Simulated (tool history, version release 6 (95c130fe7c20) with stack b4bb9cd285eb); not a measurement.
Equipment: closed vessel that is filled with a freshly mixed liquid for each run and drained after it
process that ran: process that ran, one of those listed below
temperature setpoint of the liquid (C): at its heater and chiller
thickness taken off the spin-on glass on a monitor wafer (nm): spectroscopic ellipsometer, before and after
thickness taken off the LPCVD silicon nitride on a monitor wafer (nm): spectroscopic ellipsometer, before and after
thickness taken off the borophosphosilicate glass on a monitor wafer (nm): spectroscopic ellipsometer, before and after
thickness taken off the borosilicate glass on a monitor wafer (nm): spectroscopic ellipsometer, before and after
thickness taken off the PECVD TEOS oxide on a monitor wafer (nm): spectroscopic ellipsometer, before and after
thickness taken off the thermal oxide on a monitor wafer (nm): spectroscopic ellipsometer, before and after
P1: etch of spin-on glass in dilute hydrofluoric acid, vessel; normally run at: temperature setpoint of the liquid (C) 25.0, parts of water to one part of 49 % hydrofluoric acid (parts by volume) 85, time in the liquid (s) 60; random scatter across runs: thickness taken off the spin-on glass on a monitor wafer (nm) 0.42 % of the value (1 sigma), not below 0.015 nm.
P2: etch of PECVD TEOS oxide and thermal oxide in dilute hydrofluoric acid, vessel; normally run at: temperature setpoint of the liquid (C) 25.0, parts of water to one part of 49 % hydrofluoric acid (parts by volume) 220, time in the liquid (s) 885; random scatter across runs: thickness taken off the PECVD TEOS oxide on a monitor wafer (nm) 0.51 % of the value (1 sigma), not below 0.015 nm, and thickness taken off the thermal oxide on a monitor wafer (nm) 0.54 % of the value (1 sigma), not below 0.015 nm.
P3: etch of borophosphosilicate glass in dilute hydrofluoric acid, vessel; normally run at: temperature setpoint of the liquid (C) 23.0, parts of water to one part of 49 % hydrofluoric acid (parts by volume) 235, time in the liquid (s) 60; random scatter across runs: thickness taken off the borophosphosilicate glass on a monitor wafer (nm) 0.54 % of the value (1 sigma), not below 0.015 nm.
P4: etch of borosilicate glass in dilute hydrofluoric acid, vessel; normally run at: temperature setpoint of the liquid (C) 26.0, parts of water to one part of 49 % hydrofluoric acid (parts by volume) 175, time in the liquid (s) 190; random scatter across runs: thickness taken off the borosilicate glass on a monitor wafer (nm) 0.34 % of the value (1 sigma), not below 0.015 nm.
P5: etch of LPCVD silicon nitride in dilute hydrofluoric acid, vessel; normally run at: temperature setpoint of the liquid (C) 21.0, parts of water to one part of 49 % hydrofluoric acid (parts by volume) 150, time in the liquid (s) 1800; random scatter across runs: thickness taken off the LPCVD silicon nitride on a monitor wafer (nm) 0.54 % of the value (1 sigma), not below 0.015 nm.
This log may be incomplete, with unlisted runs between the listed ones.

run     day  process that ran  temperature setpoint of the liquid (C)  parts of water to one part of 49 % hydrofluoric acid (parts by volume)  time in the liquid (s)  hours since the thermometer was replaced  hours since the hydrofluoric acid flow meter was replaced  thickness taken off the spin-on glass on a monitor wafer (nm)  thickness taken off the LPCVD silicon nitride on a monitor wafer (nm)  thickness taken off the borophosphosilicate glass on a monitor wafer (nm)  thickness taken off the borosilicate glass on a monitor wafer (nm)  thickness taken off the PECVD TEOS oxide on a monitor wafer (nm)  thickness taken off the thermal oxide on a monitor wafer (nm)
  1   0.625                P1                                    25.0                                                                      85                      60                                     553.0                                                      400.0                                                         22.620
  2   1.175                P5                                    21.0                                                                     150                    1800                                     566.2                                                      413.2                                                                                                                                4.5404
  3   1.942                P3                                    23.0                                                                     235                      60                                     584.6                                                      431.6                                                                                                                                                                                                          14.3510
  4   2.529                P3                                    18.0                                                                     235                      60                                     598.7                                                      445.7                                                                                                                                                                                                          11.8150
  5   3.196                P4                                    18.5                                                                     175                     190                                     614.7                                                      461.7                                                                                                                                                                                                                                                                              19.8110
  6   3.800                P4                                    26.0                                                                     175                      30                                     629.2                                                      476.2                                                                                                                                                                                                                                                                               4.1926
  7   4.362                P5                                    21.0                                                                     150                    3145                                     642.7                                                      489.7                                                                                                                                7.9170
  8   5.000                P5                                    25.0                                                                     150                    1800                                     658.0                                                      505.0                                                                                                                                5.9987
  9   5.696                P4                                    26.0                                                                     175                     190                                     674.7                                                      521.7                                                                                                                                                                                                                                                                              26.5690
 10   6.212                P5                                    21.0                                                                     275                    1800                                     687.1                                                      534.1                                                                                                                                2.5119
 11   6.962                P2                                    25.0                                                                     220                     885                                     705.1                                                      552.1                                                                                                                                                                                                                                                                                                                                                 57.332                                                        16.5740
 12   7.717                P3                                    23.0                                                                     235                      30                                     723.2                                                      570.2                                                                                                                                                                                                           7.1756
 13   8.296                P1                                    25.0                                                                      85                      30                                     737.1                                                      584.1                                                         11.339
 14   9.042                P3                                    23.0                                                                     415                      60                                     755.0                                                      602.0                                                                                                                                                                                                           6.8591
 15   9.492                P1                                    25.0                                                                      85                      95                                     765.8                                                      612.8                                                         35.848
 16   9.988                P1                                    25.0                                                                      85                      60                                     777.7                                                      624.7                                                         22.448
 17  10.425                P4                                    26.0                                                                      45                     190                                     788.2                                                      635.2                                                                                                                                                                                                                                                                             121.7800
 18  11.054                P4                                    26.0                                                                     175                     190                                     803.3                                                      650.3                                                                                                                                                                                                                                                                              26.6290
 19  11.483                P1                                    30.0                                                                      85                      60                                     813.6                                                      660.6                                                         27.422
 20  11.992                P1                                    25.0                                                                      30                      60                                     825.8                                                      672.8                                                         68.686
     12.704  -- thermometer replaced
 21  12.750                P1                                    25.0                                                                      85                      60                                       1.2                                                      691.0                                                         22.671
 22  13.521                P1                                    25.0                                                                      85                      60                                      19.7                                                      709.5                                                         22.581
 23  13.971                P1                                    25.0                                                                      85                      60                                      30.5                                                      720.3                                                         22.586
 24  14.738                P2                                    25.0                                                                     400                     885                                      48.9                                                      738.7                                                                                                                                                                                                                                                                                                                                                 26.247                                                         7.6188
 25  15.300                P2                                    25.0                                                                     220                     885                                      62.4                                                      752.2                                                                                                                                                                                                                                                                                                                                                 57.279                                                        16.6600
 26  15.908                P1                                    25.0                                                                     125                      60                                      77.0                                                      766.8                                                         14.655
 27  16.608                P1                                    25.0                                                                     145                      30                                      93.8                                                      783.6                                                          6.161
 28  17.167                P2                                    17.5                                                                     220                     885                                     107.2                                                      797.0                                                                                                                                                                                                                                                                                                                                                 42.905                                                        12.4850
 29  17.912                P2                                    25.0                                                                     220                    1660                                     125.1                                                      814.9                                                                                                                                                                                                                                                                                                                                                107.970                                                        31.0970
 30  18.362                P1                                    18.0                                                                      85                      60                                     135.9                                                      825.7                                                         16.790
 31  19.071                P1                                    25.0                                                                      85                      60                                     152.9                                                      842.7                                                         22.361
 32  19.612                P1                                    25.0                                                                      85                      60                                     165.9                                                      855.7                                                         23.248
 33  20.146                P1                                    25.0                                                                      85                      60                                     178.7                                                      868.5                                                         23.375
 34  20.925                P1                                    25.0                                                                      85                      60                                     197.4                                                      887.2                                                         23.808
 35  21.708                P1                                    25.0                                                                      85                      60                                     216.2                                                      906.0                                                         24.141
 36  22.112                P1                                    25.0                                                                      85                      60                                     225.9                                                      915.7                                                         24.331
 37  22.808                P1                                    25.0                                                                      85                      60                                     242.6                                                      932.4                                                         24.327
 38  23.362                P1                                    25.0                                                                      85                      60                                     255.9                                                      945.7                                                         24.500
 39  23.833                P1                                    25.0                                                                      85                      60                                     267.2                                                      957.0                                                         24.397
 40  24.396                P1                                    25.0                                                                      85                      60                                     280.7                                                      970.5                                                         24.253
 41  24.912                P1                                    25.0                                                                      85                      60                                     293.1                                                      982.9                                                         24.350

Something has made what P1 gives creep away from where it was; the 2 causes below, each at its own stated size, fit the log equally well:
A: hydrofluoric acid flow above the setpoint (%) = 7.11
B: liquid hotter than its thermometer reads (K) = 1.94
The onset of the drift is placed at about day 19.071.

Of the 4 check runs listed below, each run on one wafer and each result written as a question mark, which would let you distinguish the listed causes because they would give clearly different results?
check 1  25.429                P2                                    17.5                                                                     220                    1545                                                                                                                                                                                                                                                                                                                                                                                                                                                           ?                                                              ?
check 2  25.429                P4                                    21.5                                                                     175                      35                                                                                                                                                                                                                                                                                                                                                                                         ?
check 3  25.429                P3                                    20.0                                                                     235                      60                                                                                                                                                                                                                                                                                                                     ?
check 4  25.429                P5                                    24.0                                                                     245                    1800                                                                                                                                                                                                                                          ?

Outcome of each check run for each possible cause:
  check                                                                     result     if A     if B
check 1           thickness taken off the PECVD TEOS oxide on a monitor wafer (nm)   81.770   81.224
check 1              thickness taken off the thermal oxide on a monitor wafer (nm)  23.7520  23.5930
check 2         thickness taken off the borosilicate glass on a monitor wafer (nm)   4.4830   4.4525
check 3  thickness taken off the borophosphosilicate glass on a monitor wafer (nm)  13.9410  13.7890
check 4      thickness taken off the LPCVD silicon nitride on a monitor wafer (nm)   3.6522   3.8453
Distance between the nearest two causes, measured in the result of the check that separates them most: check 1 0.67 %; check 2 0.68 %; check 3 1.1 %; check 4 5.15 %
Only check 4 tells the causes apart: in the others they would give nearly the same result.

Running check 4 produced the following: thickness taken off the LPCVD silicon nitride on a monitor wafer (nm) 3.8460. Which one of the listed causes fits?

Of the candidate causes, it is B: liquid hotter than its thermometer reads (K).
